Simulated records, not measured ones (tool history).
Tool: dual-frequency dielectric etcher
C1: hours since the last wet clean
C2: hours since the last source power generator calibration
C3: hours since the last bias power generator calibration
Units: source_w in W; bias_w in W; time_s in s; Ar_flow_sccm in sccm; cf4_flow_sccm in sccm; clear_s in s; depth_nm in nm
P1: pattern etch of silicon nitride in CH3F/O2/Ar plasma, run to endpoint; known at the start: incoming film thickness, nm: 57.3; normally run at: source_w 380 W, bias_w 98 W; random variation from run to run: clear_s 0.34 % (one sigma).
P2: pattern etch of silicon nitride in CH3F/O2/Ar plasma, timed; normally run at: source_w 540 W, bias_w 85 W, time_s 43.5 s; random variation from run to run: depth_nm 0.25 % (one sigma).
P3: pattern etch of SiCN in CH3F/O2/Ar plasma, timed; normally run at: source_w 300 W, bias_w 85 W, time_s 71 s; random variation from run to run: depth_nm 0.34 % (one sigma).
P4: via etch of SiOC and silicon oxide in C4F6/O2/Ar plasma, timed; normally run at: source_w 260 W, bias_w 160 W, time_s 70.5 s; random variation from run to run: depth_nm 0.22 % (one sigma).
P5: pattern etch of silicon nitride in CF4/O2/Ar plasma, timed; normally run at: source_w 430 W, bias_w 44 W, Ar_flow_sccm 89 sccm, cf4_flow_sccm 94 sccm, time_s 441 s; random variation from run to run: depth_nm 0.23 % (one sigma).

run 1 hour=14 | process=P1 source_w=380 bias_w=98 | C1=328.1 C2=1465.8 C3=312.1 | clear_s=76.709
run 2 hour=23.9 | process=P1 source_w=380 bias_w=70 | C1=338 C2=1475.7 C3=322 | clear_s=87.162
run 3 hour=36.7 | process=P3 source_w=300 bias_w=101 time_s=71 | C1=350.8 C2=1488.5 C3=334.8 | depth_nm=27.122
run 4 hour=46.6 | process=P1 source_w=510 bias_w=118 | C1=360.7 C2=1498.4 C3=344.7 | clear_s=64.214
run 5 hour=57.9 | process=P4 source_w=340 bias_w=160 time_s=70.5 | C1=372 C2=1509.7 C3=356 | depth_nm=73.128
run 6 hour=71.9 | process=P4 source_w=260 bias_w=160 time_s=70.5 | C1=386 C2=1523.7 C3=370 | depth_nm=65.809
run 7 hour=88 | process=P5 source_w=570 bias_w=44 time_s=441 Ar_flow_sccm=89 cf4_flow_sccm=94 | C1=402.1 C2=1539.8 C3=386.1 | depth_nm=901.22
run 8 hour=103.5 | process=P2 source_w=540 bias_w=85 time_s=58.5 | C1=417.6 C2=1555.3 C3=401.6 | depth_nm=48.477
run 9 hour=114 | process=P1 source_w=520 bias_w=98 | C1=428.1 C2=1565.8 C3=412.1 | clear_s=68.714
run 10 hour=121.1 | process=P2 source_w=540 bias_w=114 time_s=43.5 | C1=435.2 C2=1572.9 C3=419.2 | depth_nm=40.068
run 11 hour=128.3 | process=P1 source_w=530 bias_w=73 | C1=442.4 C2=1580.1 C3=426.4 | clear_s=75.976
run 12 hour=143.7 | process=P2 source_w=540 bias_w=85 time_s=43.5 | C1=457.8 C2=1595.5 C3=441.8 | depth_nm=36.002
run 13 hour=155.3 | process=P3 source_w=300 bias_w=85 time_s=71 | C1=469.4 C2=1607.1 C3=453.4 | depth_nm=25.646
run 14 hour=165.1 | process=P3 source_w=380 bias_w=85 time_s=71 | C1=479.2 C2=1616.9 C3=463.2 | depth_nm=27.622
run 15 hour=173.6 | process=P4 source_w=260 bias_w=130 time_s=70.5 | C1=487.7 C2=1625.4 C3=471.7 | depth_nm=61.754
run 16 hour=184.7 | process=P1 source_w=380 bias_w=98 | C1=498.8 C2=1636.5 C3=482.8 | clear_s=76.388
run 17 hour=195.9 | process=P1 source_w=380 bias_w=98 | C1=510 C2=1647.7 C3=494 | clear_s=77.302
run 18 hour=205.6 | process=P1 source_w=240 bias_w=98 | C1=519.7 C2=1657.4 C3=503.7 | clear_s=91.014
run 19 hour=220.7 | process=P5 source_w=430 bias_w=44 time_s=441 Ar_flow_sccm=89 cf4_flow_sccm=94 | C1=534.8 C2=1672.5 C3=518.8 | depth_nm=701.59
run 20 hour=231.5 | process=P5 source_w=430 bias_w=58 time_s=441 Ar_flow_sccm=89 cf4_flow_sccm=94 | C1=545.6 C2=1683.3 C3=529.6 | depth_nm=785.78
run 21 hour=244.9 | process=P1 source_w=380 bias_w=124 | C1=559 C2=1696.7 C3=543 | clear_s=70.656
run 22 hour=257.5 | process=P5 source_w=430 bias_w=44 time_s=441 Ar_flow_sccm=69 cf4_flow_sccm=94 | C1=571.6 C2=1709.3 C3=555.6 | depth_nm=725.35
run 23 hour=272.6 | process=P5 source_w=430 bias_w=44 time_s=441 Ar_flow_sccm=89 cf4_flow_sccm=94 | C1=586.7 C2=1724.4 C3=570.7 | depth_nm=704.28
run 24 hour=284.4 | process=P2 source_w=730 bias_w=85 time_s=43.5 | C1=598.5 C2=1736.2 C3=582.5 | depth_nm=40.398
run 25 hour=296.2 | process=P1 source_w=380 bias_w=98 | C1=610.3 C2=1748 C3=594.3 | clear_s=76.446
run 26 hour=309.5 | process=P5 source_w=430 bias_w=44 time_s=441 Ar_flow_sccm=89 cf4_flow_sccm=72 | C1=623.6 C2=1761.3 C3=607.6 | depth_nm=678.27
run 27 hour=319.2 | process=P3 source_w=300 bias_w=85 time_s=39 | C1=633.3 C2=1771 C3=617.3 | depth_nm=13.945
run 28 hour=329.3 | process=P1 source_w=380 bias_w=98 | C1=643.4 C2=1781.1 C3=627.4 | clear_s=77.255

Run 29 comes next. What will it give?
run 29 hour=342.4 | process=P5 source_w=430 bias_w=44 time_s=662.5 Ar_flow_sccm=89 cf4_flow_sccm=94 | C1=656.5 C2=1794.2 C3=640.5 | depth_nm=?

depth_nm: 1059.9 nm
